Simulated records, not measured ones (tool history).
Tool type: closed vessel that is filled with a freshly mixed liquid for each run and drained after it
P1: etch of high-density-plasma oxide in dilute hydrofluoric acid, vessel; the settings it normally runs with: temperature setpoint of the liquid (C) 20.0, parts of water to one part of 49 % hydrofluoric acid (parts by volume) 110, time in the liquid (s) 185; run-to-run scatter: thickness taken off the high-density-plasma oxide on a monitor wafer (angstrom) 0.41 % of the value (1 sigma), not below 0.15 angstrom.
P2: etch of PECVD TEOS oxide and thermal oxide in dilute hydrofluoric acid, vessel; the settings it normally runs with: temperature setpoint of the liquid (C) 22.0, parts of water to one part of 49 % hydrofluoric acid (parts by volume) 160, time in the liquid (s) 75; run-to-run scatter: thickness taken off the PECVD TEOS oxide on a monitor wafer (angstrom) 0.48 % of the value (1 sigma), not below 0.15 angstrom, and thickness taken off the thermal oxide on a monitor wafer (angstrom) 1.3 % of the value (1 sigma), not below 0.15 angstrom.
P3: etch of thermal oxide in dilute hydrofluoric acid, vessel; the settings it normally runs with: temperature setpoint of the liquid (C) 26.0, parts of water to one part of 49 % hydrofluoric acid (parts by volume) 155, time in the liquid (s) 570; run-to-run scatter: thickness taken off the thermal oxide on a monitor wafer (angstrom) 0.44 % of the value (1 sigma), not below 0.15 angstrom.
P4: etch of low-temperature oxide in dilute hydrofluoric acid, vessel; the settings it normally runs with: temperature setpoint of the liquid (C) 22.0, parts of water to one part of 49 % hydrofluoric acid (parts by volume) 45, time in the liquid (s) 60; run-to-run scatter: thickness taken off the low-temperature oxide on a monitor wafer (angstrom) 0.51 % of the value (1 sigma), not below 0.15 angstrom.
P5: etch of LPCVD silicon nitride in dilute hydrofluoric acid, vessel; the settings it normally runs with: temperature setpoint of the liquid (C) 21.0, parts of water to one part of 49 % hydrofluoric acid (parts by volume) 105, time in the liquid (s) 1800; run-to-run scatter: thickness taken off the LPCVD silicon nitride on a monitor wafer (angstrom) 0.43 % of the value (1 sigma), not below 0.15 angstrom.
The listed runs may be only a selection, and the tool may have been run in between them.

| run | day | process that ran | temperature setpoint of the liquid (C) | parts of water to one part of 49 % hydrofluoric acid (parts by volume) | time in the liquid (s) | hours since the thermometer was replaced | hours since the hydrofluoric acid flow meter was replaced | thickness taken off the high-density-plasma oxide on a monitor wafer (angstrom) | thickness taken off the LPCVD silicon nitride on a monitor wafer (angstrom) | thickness taken off the PECVD TEOS oxide on a monitor wafer (angstrom) | thickness taken off the thermal oxide on a monitor wafer (angstrom) | thickness taken off the low-temperature oxide on a monitor wafer (angstrom) |
|---|---|---|---|---|---|---|---|---|---|---|---|---|
| 1 | 0.296 | P1 | 20.0 | 110 | 185 | 840.4 | 1469.6 | 95.737 |  |  |  |  |
| 2 | 0.475 | P5 | 17.0 | 105 | 1800 | 844.7 | 1473.9 |  | 50.573 |  |  |  |
| 3 | 0.688 | P1 | 20.0 | 110 | 185 | 849.8 | 1479.0 | 96.356 |  |  |  |  |
| 4 | 1.038 | P1 | 20.0 | 110 | 185 | 858.2 | 1487.4 | 95.680 |  |  |  |  |
| 5 | 1.242 | P2 | 22.0 | 160 | 75 | 863.1 | 1492.3 |  |  | 91.653 | 19.047 |  |
| 6 | 1.500 | P1 | 20.0 | 110 | 185 | 869.3 | 1498.5 | 95.060 |  |  |  |  |
| 7 | 1.871 | P2 | 22.0 | 160 | 40 | 878.2 | 1507.4 |  |  | 48.605 | 10.281 |  |
| 8 | 2.100 | P1 | 20.0 | 185 | 185 | 883.7 | 1512.9 | 52.834 |  |  |  |  |
| 9 | 2.338 | P1 | 20.0 | 110 | 330 | 889.4 | 1518.6 | 170.630 |  |  |  |  |
| 10 | 2.750 | P5 | 21.0 | 105 | 1800 | 899.3 | 1528.5 |  | 66.072 |  |  |  |
| 11 | 3.050 | P5 | 21.0 | 105 | 1800 | 906.5 | 1535.7 |  | 66.156 |  |  |  |
| 12 | 3.321 | P1 | 20.0 | 25 | 185 | 913.0 | 1542.2 | 466.820 |  |  |  |  |
| 13 | 3.700 | P3 | 26.0 | 155 | 115 | 922.1 | 1551.3 |  |  |  | 37.862 |  |
| 14 | 4.025 | P4 | 22.0 | 45 | 90 | 929.9 | 1559.1 |  |  |  |  | 347.11 |
| 15 | 4.275 | P5 | 21.0 | 150 | 1800 | 935.9 | 1565.1 |  | 47.015 |  |  |  |
| 16 | 4.508 | P3 | 26.0 | 35 | 570 | 941.5 | 1570.7 |  |  |  | 966.510 |  |
| 17 | 4.725 | P1 | 26.5 | 110 | 185 | 946.7 | 1575.9 | 124.250 |  |  |  |  |
| 18 | 4.983 | P3 | 26.0 | 155 | 570 | 952.9 | 1582.1 |  |  |  | 187.150 |  |
| 19 | 5.196 | P3 | 32.0 | 155 | 570 | 958.0 | 1587.2 |  |  |  | 231.800 |  |
| 20 | 5.433 | P1 | 20.0 | 110 | 185 | 963.7 | 1592.9 | 96.080 |  |  |  |  |
| 21 | 5.679 | P1 | 17.0 | 110 | 185 | 969.6 | 1598.8 | 85.204 |  |  |  |  |
| 22 | 5.962 | P4 | 29.5 | 45 | 60 | 976.4 | 1605.6 |  |  |  |  | 317.24 |
| 23 | 6.188 | P1 | 20.0 | 110 | 185 | 981.8 | 1611.0 | 95.860 |  |  |  |  |
| 24 | 6.571 | P4 | 22.0 | 70 | 60 | 991.0 | 1620.2 |  |  |  |  | 145.74 |
| 25 | 6.875 | P3 | 26.0 | 155 | 570 | 998.3 | 1627.5 |  |  |  | 185.070 |  |
| 26 | 7.217 | P2 | 27.0 | 160 | 75 | 1006.5 | 1635.7 |  |  | 110.660 | 23.041 |  |
| 27 | 7.408 | P5 | 21.0 | 105 | 430 | 1011.1 | 1640.3 |  | 15.801 |  |  |  |
| 28 | 7.625 | P4 | 22.0 | 45 | 60 | 1016.3 | 1645.5 |  |  |  |  | 231.64 |
| 29 | 7.808 | P1 | 20.0 | 110 | 75 | 1020.7 | 1649.9 | 38.604 |  |  |  |  |
| 30 | 8.079 | P1 | 28.0 | 155 | 185 | 1027.2 | 1656.4 | 88.101 |  |  |  |  |
| 31 | 8.367 | P1 | 27.5 | 30 | 185 | 1034.1 | 1663.3 | 527.140 |  |  |  |  |
| 32 | 8.712 | P2 | 22.0 | 265 | 75 | 1042.4 | 1671.6 |  |  | 49.454 | 10.166 |  |
| 33 | 9.050 | P1 | 20.0 | 110 | 185 | 1050.5 | 1679.7 | 96.269 |  |  |  |  |
| 34 | 9.292 | P1 | 20.0 | 110 | 185 | 1056.3 | 1685.5 | 94.125 |  |  |  |  |
| 35 | 9.500 | P1 | 20.0 | 110 | 185 | 1061.3 | 1690.5 | 92.498 |  |  |  |  |
| 36 | 9.788 | P1 | 20.0 | 110 | 185 | 1068.2 | 1697.4 | 92.450 |  |  |  |  |
| 37 | 10.079 | P1 | 20.0 | 110 | 185 | 1075.2 | 1704.4 | 90.788 |  |  |  |  |
| 38 | 10.296 | P1 | 20.0 | 110 | 185 | 1080.4 | 1709.6 | 91.049 |  |  |  |  |
| 39 | 10.679 | P1 | 20.0 | 110 | 185 | 1089.6 | 1718.8 | 89.919 |  |  |  |  |
| 40 | 10.900 | P1 | 20.0 | 110 | 185 | 1094.9 | 1724.1 | 90.027 |  |  |  |  |
| 41 | 11.275 | P1 | 20.0 | 110 | 185 | 1103.9 | 1733.1 | 90.204 |  |  |  |  |
| 42 | 11.479 | P1 | 20.0 | 110 | 185 | 1108.8 | 1738.0 | 88.842 |  |  |  |  |
| 43 | 11.862 | P1 | 20.0 | 110 | 185 | 1118.0 | 1747.2 | 89.667 |  |  |  |  |

The output of P1 has drifted from where it used to be. Each of the 2 causes below, taken at the size shown beside it, accounts for the log equally well:
A: liquid colder than its thermometer reads (K) = 1.72
B: hydrofluoric acid flow below the setpoint (%) = 6.07
The process output started creeping at around day 9.050.

Each of the 4 check runs below uses one wafer; its results are left as question marks. Which run tells the causes apart?
| check 1 | 12.246 | P3 | 26.0 | 155 | 570 |  |  |  |  |  | ? |  |
| check 2 | 12.246 | P5 | 21.0 | 105 | 1800 |  |  |  | ? |  |  |  |
| check 3 | 12.246 | P2 | 22.0 | 160 | 75 |  |  |  |  | ? | ? |  |
| check 4 | 12.246 | P4 | 22.0 | 45 | 60 |  |  |  |  |  |  | ? |

Expected result of each check under each candidate cause:
| check | result | if A | if B |
|---|---|---|---|
| check 1 | thickness taken off the thermal oxide on a monitor wafer (angstrom) | 174.820 | 173.130 |
| check 2 | thickness taken off the LPCVD silicon nitride on a monitor wafer (angstrom) | 58.791 | 62.140 |
| check 3 | thickness taken off the PECVD TEOS oxide on a monitor wafer (angstrom) | 85.425 | 84.876 |
| check 3 | thickness taken off the thermal oxide on a monitor wafer (angstrom) | 17.963 | 17.848 |
| check 4 | thickness taken off the low-temperature oxide on a monitor wafer (angstrom) | 216.77 | 218.14 |
How far apart the two closest causes lie, in the result that separates them most: check 1 0.97 %; check 2 5.54 %; check 3 0.64 %; check 4 0.63 %
The other checks would show nearly matching results whichever cause is true, so check 2 is the only one that separates the causes.

With check 2 done, the readings were: thickness taken off the LPCVD silicon nitride on a monitor wafer (angstrom) 62.321. Identify which of the listed causes applies.

The correct cause is B, namely: hydrofluoric acid flow below the setpoint (%).
